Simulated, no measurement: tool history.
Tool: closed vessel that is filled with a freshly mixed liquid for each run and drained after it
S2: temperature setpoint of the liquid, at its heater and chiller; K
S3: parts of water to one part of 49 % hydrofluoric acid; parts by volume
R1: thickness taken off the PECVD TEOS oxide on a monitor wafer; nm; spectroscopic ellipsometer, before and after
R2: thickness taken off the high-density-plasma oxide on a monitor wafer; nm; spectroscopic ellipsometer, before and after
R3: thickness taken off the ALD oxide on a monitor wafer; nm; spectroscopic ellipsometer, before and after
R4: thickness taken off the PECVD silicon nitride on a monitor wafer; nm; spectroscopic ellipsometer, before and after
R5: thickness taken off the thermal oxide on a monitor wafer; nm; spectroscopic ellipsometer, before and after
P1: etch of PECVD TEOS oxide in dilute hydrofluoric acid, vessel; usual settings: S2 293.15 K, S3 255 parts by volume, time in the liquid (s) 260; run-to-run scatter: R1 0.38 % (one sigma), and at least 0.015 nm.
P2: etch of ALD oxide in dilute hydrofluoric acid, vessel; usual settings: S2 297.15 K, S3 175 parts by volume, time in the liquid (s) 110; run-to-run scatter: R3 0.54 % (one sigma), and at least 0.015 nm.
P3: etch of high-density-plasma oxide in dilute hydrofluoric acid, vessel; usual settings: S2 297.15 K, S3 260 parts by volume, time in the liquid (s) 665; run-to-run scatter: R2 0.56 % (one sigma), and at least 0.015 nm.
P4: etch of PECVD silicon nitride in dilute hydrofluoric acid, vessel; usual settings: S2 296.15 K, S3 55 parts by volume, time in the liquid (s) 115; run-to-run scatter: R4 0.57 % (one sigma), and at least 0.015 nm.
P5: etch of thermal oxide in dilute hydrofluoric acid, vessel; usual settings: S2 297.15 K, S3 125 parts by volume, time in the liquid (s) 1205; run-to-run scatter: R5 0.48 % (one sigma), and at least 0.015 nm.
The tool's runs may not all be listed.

run 1 hour=5.3 | process_that_ran=P1 S2=293.15 S3=255 time_in_the_liquid_(s)=260 | R1=7.2998
run 2 hour=11.4 | process_that_ran=P3 S2=297.15 S3=260 time_in_the_liquid_(s)=255 | R2=4.1597
run 3 hour=18.5 | process_that_ran=P2 S2=304.15 S3=175 time_in_the_liquid_(s)=110 | R3=7.6688
run 4 hour=23.1 | process_that_ran=P3 S2=297.15 S3=260 time_in_the_liquid_(s)=665 | R2=10.7450
run 5 hour=31.2 | process_that_ran=P2 S2=297.15 S3=175 time_in_the_liquid_(s)=220 | R3=11.8220
run 6 hour=36.7 | process_that_ran=P1 S2=297.65 S3=255 time_in_the_liquid_(s)=155 | R1=5.1095
run 7 hour=43.8 | process_that_ran=P1 S2=293.15 S3=255 time_in_the_liquid_(s)=260 | R1=7.2577
run 8 hour=53.7 | process_that_ran=P1 S2=290.15 S3=255 time_in_the_liquid_(s)=260 | R1=6.4974
run 9 hour=63.5 | process_that_ran=P4 S2=296.15 S3=55 time_in_the_liquid_(s)=225 | R4=14.6520
-- hour=71.4 hydrofluoric acid flow meter replaced
run 10 hour=71.7 | process_that_ran=P1 S2=293.15 S3=255 time_in_the_liquid_(s)=390 | R1=10.9830
run 11 hour=78.3 | process_that_ran=P2 S2=297.15 S3=175 time_in_the_liquid_(s)=110 | R3=5.8449
run 12 hour=82.9 | process_that_ran=P1 S2=293.15 S3=145 time_in_the_liquid_(s)=260 | R1=14.2830
run 13 hour=92.3 | process_that_ran=P1 S2=298.15 S3=255 time_in_the_liquid_(s)=260 | R1=8.7715
run 14 hour=98.1 | process_that_ran=P4 S2=296.15 S3=55 time_in_the_liquid_(s)=115 | R4=7.5337
run 15 hour=107.9 | process_that_ran=P1 S2=293.15 S3=255 time_in_the_liquid_(s)=260 | R1=7.2724
run 16 hour=113.7 | process_that_ran=P5 S2=297.15 S3=125 time_in_the_liquid_(s)=1205 | R5=44.319
run 17 hour=123.3 | process_that_ran=P4 S2=296.15 S3=55 time_in_the_liquid_(s)=115 | R4=7.5088
run 18 hour=128.9 | process_that_ran=P1 S2=299.65 S3=400 time_in_the_liquid_(s)=260 | R1=5.0842
run 19 hour=137.4 | process_that_ran=P1 S2=290.15 S3=65 time_in_the_liquid_(s)=260 | R1=30.7350
run 20 hour=145.6 | process_that_ran=P1 S2=293.15 S3=255 time_in_the_liquid_(s)=145 | R1=4.0419
run 21 hour=152.4 | process_that_ran=P5 S2=297.15 S3=25 time_in_the_liquid_(s)=1205 | R5=252.310
run 22 hour=162.2 | process_that_ran=P2 S2=297.15 S3=315 time_in_the_liquid_(s)=110 | R3=2.8620
run 23 hour=166.9 | process_that_ran=P3 S2=297.15 S3=475 time_in_the_liquid_(s)=665 | R2=4.8398
run 24 hour=171.9 | process_that_ran=P5 S2=297.15 S3=125 time_in_the_liquid_(s)=2020 | R5=74.484
run 25 hour=178.0 | process_that_ran=P5 S2=297.15 S3=125 time_in_the_liquid_(s)=1205 | R5=44.494
run 26 hour=184.8 | process_that_ran=P1 S2=293.15 S3=440 time_in_the_liquid_(s)=260 | R1=3.6152
run 27 hour=193.9 | process_that_ran=P4 S2=303.65 S3=55 time_in_the_liquid_(s)=115 | R4=12.1550
run 28 hour=198.4 | process_that_ran=P3 S2=302.65 S3=260 time_in_the_liquid_(s)=665 | R2=12.9260
run 29 hour=206.9 | process_that_ran=P1 S2=293.15 S3=255 time_in_the_liquid_(s)=260 | R1=7.2957
run 30 hour=214.5 | process_that_ran=P4 S2=296.15 S3=90 time_in_the_liquid_(s)=115 | R4=4.5725
run 31 hour=220.0 | process_that_ran=P5 S2=303.65 S3=125 time_in_the_liquid_(s)=1205 | R5=56.815
run 32 hour=226.2 | process_that_ran=P1 S2=293.15 S3=255 time_in_the_liquid_(s)=260 | R1=7.2507
run 33 hour=235.3 | process_that_ran=P1 S2=293.15 S3=255 time_in_the_liquid_(s)=260 | R1=7.0397
run 34 hour=245.0 | process_that_ran=P1 S2=293.15 S3=255 time_in_the_liquid_(s)=260 | R1=6.8397
run 35 hour=253.5 | process_that_ran=P1 S2=293.15 S3=255 time_in_the_liquid_(s)=260 | R1=6.7566
run 36 hour=262.3 | process_that_ran=P1 S2=293.15 S3=255 time_in_the_liquid_(s)=260 | R1=6.6722
run 37 hour=267.1 | process_that_ran=P1 S2=293.15 S3=255 time_in_the_liquid_(s)=260 | R1=6.6734
run 38 hour=276.6 | process_that_ran=P1 S2=293.15 S3=255 time_in_the_liquid_(s)=260 | R1=6.7152
run 39 hour=283.5 | process_that_ran=P1 S2=293.15 S3=255 time_in_the_liquid_(s)=260 | R1=6.5854
run 40 hour=292.3 | process_that_ran=P1 S2=293.15 S3=255 time_in_the_liquid_(s)=260 | R1=6.7051

What P1 gives has crept away from where it was. These 2 causes fit the log equally well, each at the size given:
A: liquid colder than its thermometer reads (K) = 2.36
B: hydrofluoric acid flow below the setpoint (%) = 6.93
The creep began at about hour 226.2.

4 check runs are offered, one wafer each, their results left as question marks. Which one tells the causes apart?
run check 1 hour=301.1 | process_that_ran=P4 S2=296.15 S3=55 time_in_the_liquid_(s)=115 | R4=?
run check 2 hour=301.1 | process_that_ran=P5 S2=297.15 S3=125 time_in_the_liquid_(s)=1205 | R5=?
run check 3 hour=301.1 | process_that_ran=P2 S2=297.15 S3=175 time_in_the_liquid_(s)=110 | R3=?
run check 4 hour=301.1 | process_that_ran=P3 S2=297.15 S3=260 time_in_the_liquid_(s)=665 | R2=?

What each check would give under each cause:
check=check_1 result=R4 if_A=6.3822 if_B=6.9903
check=check_2 result=R5 if_A=40.428 if_B=40.838
check=check_3 result=R3 if_A=5.3693 if_B=5.3890
check=check_4 result=R2 if_A=9.8715 if_B=9.8121
How far apart the two closest causes lie, in the result that separates them most: check 1 9.1 %; check 2 1.01 %; check 3 0.37 %; check 4 0.6 %
Only check 1 tells the causes apart: in the others they would give nearly the same result.

Check 1 was then run and gave: R4 6.3727 nm. Which cause is it?

It is A: liquid colder than its thermometer reads (K).
